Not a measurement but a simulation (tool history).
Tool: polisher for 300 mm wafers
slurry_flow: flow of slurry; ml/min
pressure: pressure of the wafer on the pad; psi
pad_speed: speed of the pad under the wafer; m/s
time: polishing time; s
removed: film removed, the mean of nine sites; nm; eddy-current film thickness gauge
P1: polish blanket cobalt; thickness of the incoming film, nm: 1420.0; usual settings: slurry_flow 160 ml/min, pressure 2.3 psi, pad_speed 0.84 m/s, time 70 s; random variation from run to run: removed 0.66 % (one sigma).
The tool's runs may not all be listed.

{"run": 1, "day": 0.496, "slurry_flow": 160, "pressure": 2.3, "pad_speed": 0.84, "time": 70, "removed": 309.42}
{"run": 2, "day": 0.983, "slurry_flow": 160, "pressure": 2.3, "pad_speed": 0.38, "time": 70, "removed": 141.91}
{"run": 3, "day": 1.362, "slurry_flow": 95, "pressure": 2.3, "pad_speed": 0.84, "time": 70, "removed": 278.98}
{"run": 4, "day": 1.871, "slurry_flow": 160, "pressure": 2.3, "pad_speed": 1.12, "time": 70, "removed": 412.34}
{"run": 5, "day": 2.229, "slurry_flow": 160, "pressure": 2.3, "pad_speed": 0.84, "time": 51, "removed": 227.99}
{"run": 6, "day": 2.596, "slurry_flow": 160, "pressure": 2.3, "pad_speed": 0.84, "time": 92, "removed": 408.9}
{"run": 7, "day": 2.871, "slurry_flow": 160, "pressure": 2.3, "pad_speed": 0.84, "time": 70, "removed": 312.72}
{"run": 8, "day": 3.346, "slurry_flow": 250, "pressure": 2.3, "pad_speed": 0.84, "time": 70, "removed": 332.64}
{"run": 9, "day": 3.621, "slurry_flow": 95, "pressure": 2.3, "pad_speed": 1.3, "time": 70, "removed": 435.9}
{"run": 10, "day": 3.879, "slurry_flow": 160, "pressure": 2.3, "pad_speed": 0.84, "time": 70, "removed": 314.93}
{"run": 11, "day": 4.317, "slurry_flow": 160, "pressure": 2.3, "pad_speed": 0.84, "time": 70, "removed": 311.99}
{"run": 12, "day": 4.642, "slurry_flow": 160, "pressure": 1.0, "pad_speed": 0.84, "time": 70, "removed": 135.65}
{"run": 13, "day": 5.096, "slurry_flow": 160, "pressure": 2.3, "pad_speed": 0.84, "time": 70, "removed": 313.57}
{"run": 14, "day": 5.442, "slurry_flow": 160, "pressure": 3.2, "pad_speed": 0.84, "time": 70, "removed": 435.96}
{"run": 15, "day": 5.717, "slurry_flow": 160, "pressure": 2.3, "pad_speed": 0.84, "time": 70, "removed": 315.25}
{"run": 16, "day": 6.192, "slurry_flow": 160, "pressure": 2.3, "pad_speed": 0.84, "time": 70, "removed": 298.06}
{"run": 17, "day": 6.417, "slurry_flow": 160, "pressure": 2.3, "pad_speed": 0.84, "time": 70, "removed": 295.41}
{"run": 18, "day": 6.821, "slurry_flow": 160, "pressure": 2.3, "pad_speed": 0.84, "time": 70, "removed": 291.54}
{"run": 19, "day": 7.321, "slurry_flow": 160, "pressure": 2.3, "pad_speed": 0.84, "time": 70, "removed": 288.34}
{"run": 20, "day": 7.771, "slurry_flow": 160, "pressure": 2.3, "pad_speed": 0.84, "time": 70, "removed": 284.06}
{"day": 8.1, "done": "head pressure recalibrated"}
{"run": 21, "day": 8.25, "slurry_flow": 160, "pressure": 2.3, "pad_speed": 0.84, "time": 70, "removed": 282.13}
{"run": 22, "day": 8.638, "slurry_flow": 160, "pressure": 2.3, "pad_speed": 0.84, "time": 70, "removed": 283.39}
{"run": 23, "day": 8.908, "slurry_flow": 160, "pressure": 2.3, "pad_speed": 0.84, "time": 70, "removed": 285.53}

What P1 gives has crept away from where it was. These 2 causes fit the log equally well, each at the size given:
A: removal rate lost through wear of the pad, % = 9.6
B: slurry flow missing at the pad, % = 38.9
The creep began at about day 5.717.
Why every other cause is out:
head's pressure below its setpoint, %: serviced at day 8.100, which brought nothing back

4 check runs are offered, each on 3 wafers whose results are averaged, their results left as question marks. Which one tells the causes apart?
{"run": "check 1", "day": 9.179, "slurry_flow": 160, "pressure": 2.3, "pad_speed": 1.02, "time": 87, "removed": "?"}
{"run": "check 2", "day": 9.179, "slurry_flow": 160, "pressure": 2.3, "pad_speed": 0.84, "time": 87, "removed": "?"}
{"run": "check 3", "day": 9.179, "slurry_flow": 160, "pressure": 1.3, "pad_speed": 0.84, "time": 70, "removed": "?"}
{"run": "check 4", "day": 9.179, "slurry_flow": 225, "pressure": 3.0, "pad_speed": 0.84, "time": 70, "removed": "?"}

What each check would give under each cause:
check=check_1 result=removed if_A=427.18 if_B=427.18
check=check_2 result=removed if_A=351.79 if_B=351.80
check=check_3 result=removed if_A=159.99 if_B=159.99
check=check_4 result=removed if_A=387.11 if_B=397.76
How far apart the two closest causes lie, in the result that separates them most: check 1 0 %; check 2 0 %; check 3 0 %; check 4 2.71 %
Check 4 tells the causes apart: in the others they would give nearly the same result.

Then check 4 was run and gave: removed 388.00 nm. Which cause is it?

It is A: removal rate lost through wear of the pad, %.
